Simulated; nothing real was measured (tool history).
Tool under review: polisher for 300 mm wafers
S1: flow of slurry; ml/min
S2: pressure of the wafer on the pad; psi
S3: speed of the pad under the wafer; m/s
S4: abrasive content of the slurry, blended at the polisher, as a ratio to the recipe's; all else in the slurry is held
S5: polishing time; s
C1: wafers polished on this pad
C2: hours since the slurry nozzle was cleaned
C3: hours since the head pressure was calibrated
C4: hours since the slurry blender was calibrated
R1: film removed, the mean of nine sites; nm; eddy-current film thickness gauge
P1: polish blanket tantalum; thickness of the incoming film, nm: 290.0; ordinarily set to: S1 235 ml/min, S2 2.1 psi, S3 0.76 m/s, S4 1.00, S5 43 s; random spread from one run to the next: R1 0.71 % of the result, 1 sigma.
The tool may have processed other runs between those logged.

run   hour   S1   S2    S3    S4  S5    C1     C2     C3     C4      R1
  1   13.9  235  2.1  0.76  1.00  43   325  360.4  293.9  242.0  63.810
  2   24.1  235  2.1  0.34  1.00  43   408  370.6  304.1  252.2  28.335
  3   32.5  235  2.1  0.76  1.00  43   476  379.0  312.5  260.6  63.357
  4   43.0  315  3.1  0.76  1.00  43   561  389.5  323.0  271.1  97.294
  5   50.3  330  2.1  0.76  1.00  43   620  396.8  330.3  278.4  65.886
  6   65.1  235  2.1  0.76  1.00  43   739  411.6  345.1  293.2  62.993
  7   75.9  235  2.1  0.76  1.40  43   827  422.4  355.9  304.0  69.273
  8   83.4  235  3.2  0.76  0.65  43   888  429.9  363.4  311.5  83.335
  9   92.9  235  1.0  0.76  1.00  43   964  439.4  372.9  321.0  30.226
 10  103.6  235  2.1  0.76  1.00  43  1051  450.1  383.6  331.7  64.012
 11  111.8  235  2.1  0.76  1.00  27  1117  458.3  391.8  339.9  39.853
 12  121.8  235  2.1  1.12  1.00  43  1198  468.3  401.8  349.9  92.603
 13  129.5  235  2.1  0.76  1.00  43  1261  476.0  409.5  357.6  63.225
 14  144.5  235  2.1  0.76  1.00  61  1382  491.0  424.5  372.6  90.223
 15  159.5  235  2.1  0.76  1.00  43  1504  506.0  439.5  387.6  63.425
 16  171.5  140  2.1  0.76  1.00  43  1601  518.0  451.5  399.6  58.714
 17  182.7  235  2.1  0.76  0.55  43  1691  529.2  462.7  410.8  51.674
 18  194.8  160  1.1  0.76  1.00  43  1789  541.3  474.8  422.9  31.534
 19  207.2  235  3.0  0.76  1.00  43  1890  553.7  487.2  435.3  89.949

Run 20 comes next. What will it give?
 20  215.2  235  2.1  0.76  1.00  43  1954  561.7  495.2  443.3   ?

{"run 20": {"R1": 63.163}}
